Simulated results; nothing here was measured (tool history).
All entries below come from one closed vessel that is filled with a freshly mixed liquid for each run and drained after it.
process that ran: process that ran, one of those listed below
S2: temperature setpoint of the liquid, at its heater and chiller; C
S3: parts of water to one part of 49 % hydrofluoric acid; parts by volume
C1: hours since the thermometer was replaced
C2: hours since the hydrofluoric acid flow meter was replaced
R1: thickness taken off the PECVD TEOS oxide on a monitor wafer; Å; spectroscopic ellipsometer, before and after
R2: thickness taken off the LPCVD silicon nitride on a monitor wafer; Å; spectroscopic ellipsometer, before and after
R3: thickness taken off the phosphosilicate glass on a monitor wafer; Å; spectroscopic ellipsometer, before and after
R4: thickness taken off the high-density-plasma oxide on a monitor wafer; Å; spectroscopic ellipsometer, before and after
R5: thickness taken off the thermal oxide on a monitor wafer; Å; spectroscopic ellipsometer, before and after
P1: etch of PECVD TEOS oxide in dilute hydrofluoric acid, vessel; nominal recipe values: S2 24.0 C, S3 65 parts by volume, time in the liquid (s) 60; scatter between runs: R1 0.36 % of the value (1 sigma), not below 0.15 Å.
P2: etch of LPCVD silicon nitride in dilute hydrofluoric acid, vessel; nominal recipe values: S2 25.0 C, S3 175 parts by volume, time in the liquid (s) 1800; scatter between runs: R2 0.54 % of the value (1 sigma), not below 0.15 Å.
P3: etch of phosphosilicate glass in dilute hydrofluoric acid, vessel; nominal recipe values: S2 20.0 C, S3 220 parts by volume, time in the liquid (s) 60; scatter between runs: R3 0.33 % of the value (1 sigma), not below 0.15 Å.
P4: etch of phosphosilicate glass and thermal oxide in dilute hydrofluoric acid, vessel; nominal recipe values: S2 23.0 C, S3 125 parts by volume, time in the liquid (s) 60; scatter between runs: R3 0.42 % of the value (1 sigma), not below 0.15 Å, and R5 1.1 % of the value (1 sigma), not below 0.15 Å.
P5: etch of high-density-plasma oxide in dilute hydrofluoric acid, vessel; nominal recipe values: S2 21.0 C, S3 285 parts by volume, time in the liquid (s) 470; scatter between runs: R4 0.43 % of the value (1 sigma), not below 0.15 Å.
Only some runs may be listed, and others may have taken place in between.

{"run": 1, "hour": 4.7, "process that ran": "P1", "S2": 24.0, "S3": 65, "time in the liquid (s)": 60, "C1": 397.9, "C2": 1544.9, "R1": 275.48}
{"run": 2, "hour": 10.6, "process that ran": "P1", "S2": 30.0, "S3": 65, "time in the liquid (s)": 60, "C1": 403.8, "C2": 1550.8, "R1": 349.96}
{"run": 3, "hour": 16.6, "process that ran": "P2", "S2": 25.0, "S3": 295, "time in the liquid (s)": 1800, "C1": 409.8, "C2": 1556.8, "R2": 29.511}
{"run": 4, "hour": 23.1, "process that ran": "P3", "S2": 20.0, "S3": 35, "time in the liquid (s)": 60, "C1": 416.3, "C2": 1563.3, "R3": 1809.0}
{"run": 5, "hour": 30.1, "process that ran": "P5", "S2": 21.0, "S3": 80, "time in the liquid (s)": 470, "C1": 423.3, "C2": 1570.3, "R4": 380.22}
{"run": 6, "hour": 34.6, "process that ran": "P5", "S2": 21.0, "S3": 285, "time in the liquid (s)": 870, "C1": 427.8, "C2": 1574.8, "R4": 159.86}
{"run": 7, "hour": 38.7, "process that ran": "P1", "S2": 24.0, "S3": 65, "time in the liquid (s)": 60, "C1": 431.9, "C2": 1578.9, "R1": 274.93}
{"run": 8, "hour": 43.3, "process that ran": "P4", "S2": 23.0, "S3": 125, "time in the liquid (s)": 30, "C1": 436.5, "C2": 1583.5, "R3": 172.01, "R5": 10.458}
{"run": 9, "hour": 47.9, "process that ran": "P2", "S2": 25.0, "S3": 175, "time in the liquid (s)": 1800, "C1": 441.1, "C2": 1588.1, "R2": 48.968}
{"run": 10, "hour": 56.2, "process that ran": "P1", "S2": 24.0, "S3": 65, "time in the liquid (s)": 30, "C1": 449.4, "C2": 1596.4, "R1": 137.42}
{"run": 11, "hour": 64.3, "process that ran": "P3", "S2": 20.0, "S3": 220, "time in the liquid (s)": 60, "C1": 457.5, "C2": 1604.5, "R3": 236.43}
{"run": 12, "hour": 70.9, "process that ran": "P2", "S2": 25.0, "S3": 175, "time in the liquid (s)": 1800, "C1": 464.1, "C2": 1611.1, "R2": 48.975}
{"run": 13, "hour": 77.0, "process that ran": "P4", "S2": 23.0, "S3": 55, "time in the liquid (s)": 60, "C1": 470.2, "C2": 1617.2, "R3": 854.02, "R5": 51.906}
{"run": 14, "hour": 84.2, "process that ran": "P3", "S2": 20.0, "S3": 220, "time in the liquid (s)": 30, "C1": 477.4, "C2": 1624.4, "R3": 118.41}
{"run": 15, "hour": 90.3, "process that ran": "P1", "S2": 24.0, "S3": 65, "time in the liquid (s)": 60, "C1": 483.5, "C2": 1630.5, "R1": 277.02}
{"run": 16, "hour": 94.4, "process that ran": "P5", "S2": 17.0, "S3": 285, "time in the liquid (s)": 470, "C1": 487.6, "C2": 1634.6, "R4": 73.798}
{"run": 17, "hour": 100.0, "process that ran": "P4", "S2": 23.0, "S3": 125, "time in the liquid (s)": 60, "C1": 493.2, "C2": 1640.2, "R3": 343.69, "R5": 20.661}
{"run": 18, "hour": 106.3, "process that ran": "P1", "S2": 24.0, "S3": 65, "time in the liquid (s)": 60, "C1": 499.5, "C2": 1646.5, "R1": 277.18}
{"run": 19, "hour": 109.9, "process that ran": "P1", "S2": 24.0, "S3": 65, "time in the liquid (s)": 60, "C1": 503.1, "C2": 1650.1, "R1": 277.07}
{"run": 20, "hour": 114.9, "process that ran": "P3", "S2": 24.5, "S3": 220, "time in the liquid (s)": 60, "C1": 508.1, "C2": 1655.1, "R3": 278.92}
{"run": 21, "hour": 120.9, "process that ran": "P1", "S2": 24.0, "S3": 35, "time in the liquid (s)": 60, "C1": 514.1, "C2": 1661.1, "R1": 532.45}
{"run": 22, "hour": 126.6, "process that ran": "P1", "S2": 24.0, "S3": 115, "time in the liquid (s)": 60, "C1": 519.8, "C2": 1666.8, "R1": 147.14}
{"run": 23, "hour": 131.1, "process that ran": "P4", "S2": 17.0, "S3": 125, "time in the liquid (s)": 60, "C1": 524.3, "C2": 1671.3, "R3": 270.87, "R5": 16.467}
{"run": 24, "hour": 136.7, "process that ran": "P2", "S2": 31.5, "S3": 175, "time in the liquid (s)": 1800, "C1": 529.9, "C2": 1676.9, "R2": 72.643}
{"run": 25, "hour": 144.9, "process that ran": "P1", "S2": 24.0, "S3": 65, "time in the liquid (s)": 60, "C1": 538.1, "C2": 1685.1, "R1": 277.0}
{"run": 26, "hour": 152.1, "process that ran": "P1", "S2": 17.0, "S3": 65, "time in the liquid (s)": 60, "C1": 545.3, "C2": 1692.3, "R1": 206.01}
{"run": 27, "hour": 157.3, "process that ran": "P1", "S2": 24.0, "S3": 40, "time in the liquid (s)": 30, "C1": 550.5, "C2": 1697.5, "R1": 231.14}
{"run": 28, "hour": 163.9, "process that ran": "P5", "S2": 21.0, "S3": 285, "time in the liquid (s)": 470, "C1": 557.1, "C2": 1704.1, "R4": 86.115}
{"run": 29, "hour": 169.9, "process that ran": "P1", "S2": 24.0, "S3": 65, "time in the liquid (s)": 60, "C1": 563.1, "C2": 1710.1, "R1": 277.88}
{"run": 30, "hour": 173.9, "process that ran": "P1", "S2": 24.0, "S3": 65, "time in the liquid (s)": 100, "C1": 567.1, "C2": 1714.1, "R1": 460.22}
{"run": 31, "hour": 178.5, "process that ran": "P2", "S2": 25.0, "S3": 175, "time in the liquid (s)": 3280, "C1": 571.7, "C2": 1718.7, "R2": 88.977}
{"run": 32, "hour": 182.3, "process that ran": "P1", "S2": 24.0, "S3": 65, "time in the liquid (s)": 60, "C1": 575.5, "C2": 1722.5, "R1": 277.9}
{"run": 33, "hour": 189.8, "process that ran": "P1", "S2": 24.0, "S3": 65, "time in the liquid (s)": 60, "C1": 583.0, "C2": 1730.0, "R1": 265.23}
{"run": 34, "hour": 197.6, "process that ran": "P1", "S2": 24.0, "S3": 65, "time in the liquid (s)": 60, "C1": 590.8, "C2": 1737.8, "R1": 259.79}
{"run": 35, "hour": 205.5, "process that ran": "P1", "S2": 24.0, "S3": 65, "time in the liquid (s)": 60, "C1": 598.7, "C2": 1745.7, "R1": 255.62}
{"run": 36, "hour": 209.5, "process that ran": "P1", "S2": 24.0, "S3": 65, "time in the liquid (s)": 60, "C1": 602.7, "C2": 1749.7, "R1": 255.46}
{"run": 37, "hour": 215.8, "process that ran": "P1", "S2": 24.0, "S3": 65, "time in the liquid (s)": 60, "C1": 609.0, "C2": 1756.0, "R1": 254.83}
{"run": 38, "hour": 222.3, "process that ran": "P1", "S2": 24.0, "S3": 65, "time in the liquid (s)": 60, "C1": 615.5, "C2": 1762.5, "R1": 254.34}
{"run": 39, "hour": 227.0, "process that ran": "P1", "S2": 24.0, "S3": 65, "time in the liquid (s)": 60, "C1": 620.2, "C2": 1767.2, "R1": 254.18}
{"run": 40, "hour": 234.0, "process that ran": "P1", "S2": 24.0, "S3": 65, "time in the liquid (s)": 60, "C1": 627.2, "C2": 1774.2, "R1": 253.57}

The output of P1 has drifted from where it used to be. Each of the 2 causes below, taken at the size shown beside it, accounts for the log equally well:
A: liquid colder than its thermometer reads (K) = 2.08
B: hydrofluoric acid flow below the setpoint (%) = 7.52
The gradual shift began around hour 182.3.

Each of the 4 check runs below uses one wafer; its results are left as question marks. Which run tells the causes apart?
{"run": "check 1", "hour": 241.0, "process that ran": "P3", "S2": 20.0, "S3": 100, "time in the liquid (s)": 30, "R3": "?"}
{"run": "check 2", "hour": 241.0, "process that ran": "P4", "S2": 17.0, "S3": 125, "time in the liquid (s)": 30, "R3": "?", "R5": "?"}
{"run": "check 3", "hour": 241.0, "process that ran": "P2", "S2": 25.0, "S3": 275, "time in the liquid (s)": 2985, "R2": "?"}
{"run": "check 4", "hour": 241.0, "process that ran": "P5", "S2": 21.0, "S3": 155, "time in the liquid (s)": 470, "R4": "?"}

Predicted outcomes, by check and by cause:
check=check_1 result=R3 if_A=270.91 if_B=270.65
check=check_2 result=R3 if_A=123.73 if_B=123.61
check=check_2 result=R5 if_A=7.4754 if_B=7.4685
check=check_3 result=R2 if_A=45.722 if_B=48.074
check=check_4 result=R4 if_A=165.530 if_B=164.070
Separation of the two closest causes in each check, using whichever result separates them best: check 1 0.1 %; check 2 0.09 %; check 3 5.02 %; check 4 0.88 %
Check 3 tells the causes apart: in the others they would give nearly the same result.

The results of check 3 are: R2 47.778 Å. Based on these, which of the listed causes is it?

The cause is B: hydrofluoric acid flow below the setpoint (%).
